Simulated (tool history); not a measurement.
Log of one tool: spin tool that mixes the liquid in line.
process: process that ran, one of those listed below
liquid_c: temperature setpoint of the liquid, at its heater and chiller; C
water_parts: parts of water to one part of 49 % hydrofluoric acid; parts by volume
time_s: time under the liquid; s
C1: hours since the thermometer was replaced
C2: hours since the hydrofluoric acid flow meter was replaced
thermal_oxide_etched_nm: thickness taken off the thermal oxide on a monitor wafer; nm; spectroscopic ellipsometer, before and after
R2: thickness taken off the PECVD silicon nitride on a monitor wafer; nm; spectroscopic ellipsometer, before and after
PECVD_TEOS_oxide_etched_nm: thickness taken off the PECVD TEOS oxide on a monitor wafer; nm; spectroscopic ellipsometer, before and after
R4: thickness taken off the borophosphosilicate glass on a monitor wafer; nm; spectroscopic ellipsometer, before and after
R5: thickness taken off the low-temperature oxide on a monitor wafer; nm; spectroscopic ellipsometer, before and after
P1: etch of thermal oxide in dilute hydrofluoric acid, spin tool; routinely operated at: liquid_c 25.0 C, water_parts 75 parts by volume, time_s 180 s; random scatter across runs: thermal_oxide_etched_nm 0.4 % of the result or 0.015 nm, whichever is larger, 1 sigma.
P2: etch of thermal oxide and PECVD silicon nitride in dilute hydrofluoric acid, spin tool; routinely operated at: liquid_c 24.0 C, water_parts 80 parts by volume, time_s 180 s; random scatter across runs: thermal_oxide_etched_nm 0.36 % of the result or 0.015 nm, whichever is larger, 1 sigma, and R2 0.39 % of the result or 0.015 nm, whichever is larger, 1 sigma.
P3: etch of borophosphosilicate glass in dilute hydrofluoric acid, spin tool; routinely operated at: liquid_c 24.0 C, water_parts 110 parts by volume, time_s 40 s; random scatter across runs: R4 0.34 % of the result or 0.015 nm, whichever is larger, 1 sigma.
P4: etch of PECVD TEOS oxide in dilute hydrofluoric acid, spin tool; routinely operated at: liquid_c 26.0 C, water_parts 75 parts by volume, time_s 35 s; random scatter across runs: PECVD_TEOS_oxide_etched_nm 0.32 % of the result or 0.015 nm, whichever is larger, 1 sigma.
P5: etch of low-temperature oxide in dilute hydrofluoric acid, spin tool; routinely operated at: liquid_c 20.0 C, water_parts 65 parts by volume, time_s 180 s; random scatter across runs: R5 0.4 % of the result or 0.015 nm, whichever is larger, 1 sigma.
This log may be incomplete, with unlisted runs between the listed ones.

{"run": 1, "hour": 13.6, "process": "P1", "liquid_c": 25.0, "water_parts": 75, "time_s": 180, "C1": 1347.3, "C2": 649.2, "thermal_oxide_etched_nm": 11.7}
{"run": 2, "hour": 28.3, "process": "P2", "liquid_c": 24.0, "water_parts": 80, "time_s": 180, "C1": 1362.0, "C2": 663.9, "thermal_oxide_etched_nm": 11.156, "R2": 7.1577}
{"run": 3, "hour": 40.4, "process": "P4", "liquid_c": 26.0, "water_parts": 75, "time_s": 15, "C1": 1374.1, "C2": 676.0, "PECVD_TEOS_oxide_etched_nm": 3.453}
{"run": 4, "hour": 48.4, "process": "P1", "liquid_c": 25.0, "water_parts": 130, "time_s": 80, "C1": 1382.1, "C2": 684.0, "thermal_oxide_etched_nm": 2.8302}
{"run": 5, "hour": 62.2, "process": "P3", "liquid_c": 24.0, "water_parts": 110, "time_s": 40, "C1": 1395.9, "C2": 697.8, "R4": 20.656}
{"run": 6, "hour": 76.7, "process": "P4", "liquid_c": 30.0, "water_parts": 75, "time_s": 35, "C1": 1410.4, "C2": 712.3, "PECVD_TEOS_oxide_etched_nm": 9.4416}
{"run": 7, "hour": 86.0, "process": "P4", "liquid_c": 26.0, "water_parts": 30, "time_s": 35, "C1": 1419.7, "C2": 721.6, "PECVD_TEOS_oxide_etched_nm": 21.388}
{"run": 8, "hour": 94.5, "process": "P1", "liquid_c": 25.0, "water_parts": 125, "time_s": 45, "C1": 1428.2, "C2": 730.1, "thermal_oxide_etched_nm": 1.6594}
{"run": 9, "hour": 108.5, "process": "P4", "liquid_c": 26.0, "water_parts": 75, "time_s": 35, "C1": 1442.2, "C2": 744.1, "PECVD_TEOS_oxide_etched_nm": 8.0563}
{"run": 10, "hour": 123.7, "process": "P1", "liquid_c": 25.0, "water_parts": 35, "time_s": 180, "C1": 1457.4, "C2": 759.3, "thermal_oxide_etched_nm": 26.629}
{"run": 11, "hour": 133.1, "process": "P1", "liquid_c": 25.0, "water_parts": 75, "time_s": 180, "C1": 1466.8, "C2": 768.7, "thermal_oxide_etched_nm": 11.753}
{"run": 12, "hour": 146.3, "process": "P5", "liquid_c": 26.0, "water_parts": 65, "time_s": 180, "C1": 1480.0, "C2": 781.9, "R5": 53.931}
{"run": 13, "hour": 157.2, "process": "P5", "liquid_c": 20.0, "water_parts": 65, "time_s": 180, "C1": 1490.9, "C2": 792.8, "R5": 42.222}
{"run": 14, "hour": 168.1, "process": "P3", "liquid_c": 24.0, "water_parts": 110, "time_s": 15, "C1": 1501.8, "C2": 803.7, "R4": 7.7096}
{"run": 15, "hour": 181.5, "process": "P5", "liquid_c": 20.0, "water_parts": 35, "time_s": 180, "C1": 1515.2, "C2": 817.1, "R5": 81.842}
{"run": 16, "hour": 191.6, "process": "P1", "liquid_c": 33.0, "water_parts": 75, "time_s": 180, "C1": 1525.3, "C2": 827.2, "thermal_oxide_etched_nm": 16.075}
{"run": 17, "hour": 206.9, "process": "P3", "liquid_c": 24.0, "water_parts": 110, "time_s": 40, "C1": 1540.6, "C2": 842.5, "R4": 20.653}
{"run": 18, "hour": 220.1, "process": "P1", "liquid_c": 25.0, "water_parts": 75, "time_s": 355, "C1": 1553.8, "C2": 855.7, "thermal_oxide_etched_nm": 23.255}
{"run": 19, "hour": 227.8, "process": "P1", "liquid_c": 25.0, "water_parts": 75, "time_s": 180, "C1": 1561.5, "C2": 863.4, "thermal_oxide_etched_nm": 11.748}
{"run": 20, "hour": 236.7, "process": "P1", "liquid_c": 25.0, "water_parts": 75, "time_s": 180, "C1": 1570.4, "C2": 872.3, "thermal_oxide_etched_nm": 11.741}
{"run": 21, "hour": 246.7, "process": "P2", "liquid_c": 28.0, "water_parts": 80, "time_s": 180, "C1": 1580.4, "C2": 882.3, "thermal_oxide_etched_nm": 13.026, "R2": 9.2732}
{"run": 22, "hour": 258.2, "process": "P2", "liquid_c": 24.0, "water_parts": 145, "time_s": 180, "C1": 1591.9, "C2": 893.8, "thermal_oxide_etched_nm": 5.7704, "R2": 3.9406}
{"run": 23, "hour": 269.5, "process": "P1", "liquid_c": 25.0, "water_parts": 125, "time_s": 180, "C1": 1603.2, "C2": 905.1, "thermal_oxide_etched_nm": 6.6431}
{"run": 24, "hour": 277.0, "process": "P2", "liquid_c": 24.0, "water_parts": 80, "time_s": 335, "C1": 1610.7, "C2": 912.6, "thermal_oxide_etched_nm": 20.827, "R2": 13.266}
{"run": 25, "hour": 290.9, "process": "P1", "liquid_c": 25.0, "water_parts": 75, "time_s": 75, "C1": 1624.6, "C2": 926.5, "thermal_oxide_etched_nm": 4.9205}
{"run": 26, "hour": 303.9, "process": "P5", "liquid_c": 20.0, "water_parts": 65, "time_s": 50, "C1": 1637.6, "C2": 939.5, "R5": 11.882}
{"run": 27, "hour": 317.4, "process": "P3", "liquid_c": 24.0, "water_parts": 60, "time_s": 40, "C1": 1651.1, "C2": 953.0, "R4": 40.469}
{"run": 28, "hour": 324.8, "process": "P5", "liquid_c": 20.0, "water_parts": 65, "time_s": 180, "C1": 1658.5, "C2": 960.4, "R5": 42.451}
{"run": 29, "hour": 337.2, "process": "P1", "liquid_c": 17.0, "water_parts": 75, "time_s": 180, "C1": 1670.9, "C2": 972.8, "thermal_oxide_etched_nm": 8.4314}
{"run": 30, "hour": 349.7, "process": "P3", "liquid_c": 30.5, "water_parts": 110, "time_s": 40, "C1": 1683.4, "C2": 985.3, "R4": 26.503}
{"run": 31, "hour": 360.9, "process": "P1", "liquid_c": 25.0, "water_parts": 75, "time_s": 180, "C1": 1694.6, "C2": 996.5, "thermal_oxide_etched_nm": 11.749}
{"run": 32, "hour": 374.7, "process": "P1", "liquid_c": 29.0, "water_parts": 35, "time_s": 180, "C1": 1708.4, "C2": 1010.3, "thermal_oxide_etched_nm": 31.302}
{"run": 33, "hour": 389.1, "process": "P1", "liquid_c": 25.0, "water_parts": 75, "time_s": 180, "C1": 1722.8, "C2": 1024.7, "thermal_oxide_etched_nm": 11.777}
{"run": 34, "hour": 402.7, "process": "P1", "liquid_c": 25.0, "water_parts": 75, "time_s": 180, "C1": 1736.4, "C2": 1038.3, "thermal_oxide_etched_nm": 12.252}
{"run": 35, "hour": 410.5, "process": "P1", "liquid_c": 25.0, "water_parts": 75, "time_s": 180, "C1": 1744.2, "C2": 1046.1, "thermal_oxide_etched_nm": 12.366}
{"run": 36, "hour": 423.6, "process": "P1", "liquid_c": 25.0, "water_parts": 75, "time_s": 180, "C1": 1757.3, "C2": 1059.2, "thermal_oxide_etched_nm": 12.454}
{"run": 37, "hour": 438.5, "process": "P1", "liquid_c": 25.0, "water_parts": 75, "time_s": 180, "C1": 1772.2, "C2": 1074.1, "thermal_oxide_etched_nm": 12.575}
{"run": 38, "hour": 452.2, "process": "P1", "liquid_c": 25.0, "water_parts": 75, "time_s": 180, "C1": 1785.9, "C2": 1087.8, "thermal_oxide_etched_nm": 12.709}
{"run": 39, "hour": 461.7, "process": "P1", "liquid_c": 25.0, "water_parts": 75, "time_s": 180, "C1": 1795.4, "C2": 1097.3, "thermal_oxide_etched_nm": 12.63}
{"run": 40, "hour": 473.8, "process": "P1", "liquid_c": 25.0, "water_parts": 75, "time_s": 180, "C1": 1807.5, "C2": 1109.4, "thermal_oxide_etched_nm": 12.69}

The output of P1 has drifted from where it used to be. Each of the 2 causes below, taken at the size shown beside it, accounts for the log equally well:
A: liquid hotter than its thermometer reads (K) = 1.81
B: hydrofluoric acid flow above the setpoint (%) = 6.77
Creep in the process output first set in at about hour 389.1.

4 check runs are offered, one wafer each, their results left as question marks. Which one tells the causes apart?
{"run": "check 1", "hour": 485.9, "process": "P4", "liquid_c": 26.0, "water_parts": 75, "time_s": 35, "PECVD_TEOS_oxide_etched_nm": "?"}
{"run": "check 2", "hour": 485.9, "process": "P2", "liquid_c": 24.0, "water_parts": 80, "time_s": 180, "thermal_oxide_etched_nm": "?", "R2": "?"}
{"run": "check 3", "hour": 485.9, "process": "P5", "liquid_c": 20.0, "water_parts": 65, "time_s": 180, "R5": "?"}
{"run": "check 4", "hour": 485.9, "process": "P3", "liquid_c": 24.0, "water_parts": 110, "time_s": 40, "R4": "?"}

Outcome of each check run for each possible cause:
check=check_1 result=PECVD_TEOS_oxide_etched_nm if_A=8.6542 if_B=8.6604
check=check_2 result=thermal_oxide_etched_nm if_A=12.0640 if_B=12.0600
check=check_2 result=R2 if_A=8.0167 if_B=7.5875
check=check_3 result=R5 if_A=45.761 if_B=45.525
check=check_4 result=R4 if_A=22.1480 if_B=22.2220
How far apart the two closest causes lie, in the result that separates them most: check 1 0.07 %; check 2 5.5 %; check 3 0.52 %; check 4 0.33 %
The other checks would show nearly matching results whichever cause is true, so check 2 is the only one that separates the causes.

Here is what check 2 returned: thermal_oxide_etched_nm 12.0940 nm; R2 8.0567 nm. Which cause is it?

The correct cause is A, namely: liquid hotter than its thermometer reads (K).
